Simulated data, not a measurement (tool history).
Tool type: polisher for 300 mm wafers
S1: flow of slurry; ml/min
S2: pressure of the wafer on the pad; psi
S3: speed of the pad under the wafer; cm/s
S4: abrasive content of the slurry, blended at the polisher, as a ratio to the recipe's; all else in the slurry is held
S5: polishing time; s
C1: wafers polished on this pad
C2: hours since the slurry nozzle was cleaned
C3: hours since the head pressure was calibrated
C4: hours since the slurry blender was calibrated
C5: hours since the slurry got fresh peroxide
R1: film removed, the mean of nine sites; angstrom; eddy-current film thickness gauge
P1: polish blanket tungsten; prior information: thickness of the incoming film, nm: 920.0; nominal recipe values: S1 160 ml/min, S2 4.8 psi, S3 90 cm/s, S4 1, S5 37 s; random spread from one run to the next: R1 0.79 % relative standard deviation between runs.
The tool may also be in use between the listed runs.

{"run": 1, "day": 0.175, "S1": 160, "S2": 4.8, "S3": 90, "S4": 1, "S5": 37, "C1": 749, "C2": 353.2, "C3": 457.4, "C4": 82.4, "C5": 59.2, "R1": 2482.2}
{"run": 2, "day": 0.383, "S1": 160, "S2": 4.8, "S3": 90, "S4": 1.45, "S5": 37, "C1": 835, "C2": 358.2, "C3": 462.4, "C4": 87.4, "C5": 64.2, "R1": 2775.1}
{"run": 3, "day": 0.612, "S1": 160, "S2": 4.8, "S3": 90, "S4": 1, "S5": 48, "C1": 931, "C2": 363.7, "C3": 467.9, "C4": 92.9, "C5": 69.7, "R1": 3291.9}
{"run": 4, "day": 0.725, "S1": 160, "S2": 2.3, "S3": 90, "S4": 1, "S5": 37, "C1": 977, "C2": 366.4, "C3": 470.6, "C4": 95.6, "C5": 72.4, "R1": 1220.8}
{"run": 5, "day": 0.892, "S1": 160, "S2": 4.8, "S3": 90, "S4": 1, "S5": 37, "C1": 1047, "C2": 370.4, "C3": 474.6, "C4": 99.6, "C5": 76.4, "R1": 2512.5}
{"run": 6, "day": 1.112, "S1": 220, "S2": 4.8, "S3": 90, "S4": 1, "S5": 37, "C1": 1138, "C2": 375.7, "C3": 479.9, "C4": 104.9, "C5": 81.7, "R1": 2639.1}
{"run": 7, "day": 1.292, "S1": 160, "S2": 6.3, "S3": 90, "S4": 1, "S5": 37, "C1": 1213, "C2": 380, "C3": 484.2, "C4": 109.2, "C5": 86, "R1": 3269.4}
{"run": 8, "day": 1.462, "S1": 160, "S2": 7.3, "S3": 90, "S4": 0.6, "S5": 37, "C1": 1284, "C2": 384.1, "C3": 488.3, "C4": 113.3, "C5": 90.1, "R1": 3417.1}
{"run": 9, "day": 1.696, "S1": 160, "S2": 4.8, "S3": 132, "S4": 1, "S5": 37, "C1": 1381, "C2": 389.7, "C3": 493.9, "C4": 118.9, "C5": 95.7, "R1": 3660.3}
{"run": 10, "day": 1.933, "S1": 160, "S2": 4.8, "S3": 90, "S4": 0.6, "S5": 37, "C1": 1480, "C2": 395.4, "C3": 499.6, "C4": 124.6, "C5": 101.4, "R1": 2248.2}
{"run": 11, "day": 2.121, "S1": 95, "S2": 4.8, "S3": 90, "S4": 1, "S5": 37, "C1": 1558, "C2": 399.9, "C3": 504.1, "C4": 129.1, "C5": 105.9, "R1": 2269.2}
{"run": 12, "day": 2.354, "S1": 160, "S2": 4.8, "S3": 90, "S4": 1, "S5": 17, "C1": 1655, "C2": 405.5, "C3": 509.7, "C4": 134.7, "C5": 111.5, "R1": 1166.2}
{"run": 13, "day": 2.583, "S1": 160, "S2": 4.8, "S3": 90, "S4": 1, "S5": 37, "C1": 1750, "C2": 411, "C3": 515.2, "C4": 140.2, "C5": 117, "R1": 2516.3}
{"run": 14, "day": 2.721, "S1": 160, "S2": 4.8, "S3": 90, "S4": 1, "S5": 37, "C1": 1807, "C2": 414.3, "C3": 518.5, "C4": 143.5, "C5": 120.3, "R1": 2494.5}
{"run": 15, "day": 2.95, "S1": 160, "S2": 6.1, "S3": 90, "S4": 1, "S5": 27, "C1": 1903, "C2": 419.8, "C3": 524, "C4": 149, "C5": 125.8, "R1": 2355.8}
{"run": 16, "day": 3.142, "S1": 105, "S2": 4.8, "S3": 90, "S4": 1, "S5": 28, "C1": 1982, "C2": 424.4, "C3": 528.6, "C4": 153.6, "C5": 130.4, "R1": 1769.9}
{"run": 17, "day": 3.329, "S1": 160, "S2": 4.8, "S3": 40, "S4": 1, "S5": 37, "C1": 2060, "C2": 428.9, "C3": 533.1, "C4": 158.1, "C5": 134.9, "R1": 1118}
{"run": 18, "day": 3.542, "S1": 160, "S2": 4.8, "S3": 90, "S4": 1, "S5": 37, "C1": 2149, "C2": 434, "C3": 538.2, "C4": 163.2, "C5": 140, "R1": 2527.2}
{"run": 19, "day": 3.75, "S1": 160, "S2": 4.8, "S3": 90, "S4": 1, "S5": 37, "C1": 2235, "C2": 439, "C3": 543.2, "C4": 168.2, "C5": 145, "R1": 2421.8}
{"run": 20, "day": 3.983, "S1": 160, "S2": 4.8, "S3": 90, "S4": 1, "S5": 37, "C1": 2332, "C2": 444.6, "C3": 548.8, "C4": 173.8, "C5": 150.6, "R1": 2364.5}
{"run": 21, "day": 4.154, "S1": 160, "S2": 4.8, "S3": 90, "S4": 1, "S5": 37, "C1": 2403, "C2": 448.7, "C3": 552.9, "C4": 177.9, "C5": 154.7, "R1": 2294.3}
{"day": 4.162, "done": "slurry tank refilled with fresh slurry and peroxide"}
{"day": 4.242, "done": "slurry blender recalibrated"}
{"day": 4.296, "done": "head pressure recalibrated"}
{"run": 22, "day": 4.375, "S1": 160, "S2": 4.8, "S3": 90, "S4": 1, "S5": 37, "C1": 2495, "C2": 454, "C3": 1.9, "C4": 3.3, "C5": 5.1, "R1": 2283.1}
{"run": 23, "day": 4.55, "S1": 160, "S2": 4.8, "S3": 90, "S4": 1, "S5": 37, "C1": 2568, "C2": 458.2, "C3": 6.1, "C4": 7.5, "C5": 9.3, "R1": 2281.7}
{"run": 24, "day": 4.783, "S1": 160, "S2": 4.8, "S3": 90, "S4": 1, "S5": 37, "C1": 2665, "C2": 463.8, "C3": 11.7, "C4": 13.1, "C5": 14.9, "R1": 2279}

The output of P1 has drifted from where it used to be. Each of the 2 causes below, taken at the size shown beside it, accounts for the log equally well:
A: slurry flow missing at the pad, % = 39.4
B: removal rate lost through wear of the pad, % = 9.83
The creep began at about day 3.542.
Excluded causes, each with its reason:
head's pressure below its setpoint, %: serviced at day 4.296, after the drift had started, without restoring the earlier output
abrasive missing from the slurry, %: serviced at day 4.242, after the drift had started, without restoring the earlier output
peroxide lost from the slurry, %: serviced at day 4.162, after the drift had started, without restoring the earlier output

Consider the 4 check runs below, whose results appear as question marks and each of which averages 5 wafers. Which one distinguishes the causes, in that each cause would give it a clearly different result?
{"run": "check 1", "day": 5.017, "S1": 160, "S2": 4.8, "S3": 90, "S4": 0.8, "S5": 37, "R1": "?"}
{"run": "check 2", "day": 5.017, "S1": 160, "S2": 4.8, "S3": 44, "S4": 1.4, "S5": 37, "R1": "?"}
{"run": "check 3", "day": 5.017, "S1": 160, "S2": 3.4, "S3": 122, "S4": 1, "S5": 37, "R1": "?"}
{"run": "check 4", "day": 5.017, "S1": 120, "S2": 4.8, "S3": 90, "S4": 1.2, "S5": 37, "R1": "?"}

What every check run would give for each of its results, assuming each possible cause in turn:
check=check_1 result=R1 if_A=2167 if_B=2166.5
check=check_2 result=R1 if_A=1210.2 if_B=1209.9
check=check_3 result=R1 if_A=2192.2 if_B=2191.7
check=check_4 result=R1 if_A=2193.5 if_B=2259.8
Per-check spread between the two closest causes, in the result where they differ most: check 1 0.02 %; check 2 0.02 %; check 3 0.02 %; check 4 2.98 %
Only in check 4 would the causes give clearly different results; in the remaining checks their results would be nearly the same.

Check 4 was then run and gave: R1 2248.1 angstrom. Which cause is it?

It is B: removal rate lost through wear of the pad, %.
